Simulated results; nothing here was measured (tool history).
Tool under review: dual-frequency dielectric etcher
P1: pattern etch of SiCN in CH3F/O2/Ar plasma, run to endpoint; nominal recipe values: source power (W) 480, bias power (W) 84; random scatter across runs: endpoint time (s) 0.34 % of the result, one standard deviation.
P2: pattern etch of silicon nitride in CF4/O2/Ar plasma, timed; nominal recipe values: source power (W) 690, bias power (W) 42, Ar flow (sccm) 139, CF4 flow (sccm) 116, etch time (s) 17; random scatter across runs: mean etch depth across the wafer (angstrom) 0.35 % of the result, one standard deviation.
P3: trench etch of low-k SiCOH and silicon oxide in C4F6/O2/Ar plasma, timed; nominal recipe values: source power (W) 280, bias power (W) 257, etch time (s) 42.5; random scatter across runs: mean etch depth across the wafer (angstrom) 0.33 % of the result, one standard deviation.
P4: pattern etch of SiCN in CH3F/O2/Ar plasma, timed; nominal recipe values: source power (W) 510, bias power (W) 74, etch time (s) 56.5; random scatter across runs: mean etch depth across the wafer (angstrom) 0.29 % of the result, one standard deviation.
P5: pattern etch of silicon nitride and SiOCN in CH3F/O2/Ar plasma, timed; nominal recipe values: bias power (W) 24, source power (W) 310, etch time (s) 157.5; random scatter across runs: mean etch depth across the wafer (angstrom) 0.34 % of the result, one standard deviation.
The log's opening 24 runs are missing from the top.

run,hour,process that ran,source power (W),bias power (W),etch time (s),Ar flow (sccm),CF4 flow (sccm),hours since the last wet clean,hours since the last source power generator calibration,hours since the last bias power generator calibration,endpoint time (s),mean etch depth across the wafer (angstrom)
25,272.5,P1,660,117,,,,59,2571,1142.9,13.179,
26,282.2,P4,510,74,81,,,68.7,2580.7,1152.6,,320
27,291.8,P1,480,107,,,,78.3,2590.3,1162.2,15.264,
28,306.6,P1,300,84,,,,93.1,2605.1,1177,20.081,
29,319.2,P5,310,24,86.5,,,105.7,2617.7,1189.6,,109.83
30,332.2,P1,480,84,,,,118.7,2630.7,1202.6,16.744,
31,341.7,P3,170,257,42.5,,,128.2,2640.2,1212.1,,1125.8
32,350.1,P2,690,42,17,105,116,136.6,2648.6,1220.5,,421.08
33,363.2,P1,480,84,,,,149.7,2661.7,1233.6,16.646,

What will run 34 give?
34,370.1,P1,480,84,,,,156.6,2668.6,1240.5,?,

{"run 34": {"endpoint time (s)": 16.891}}
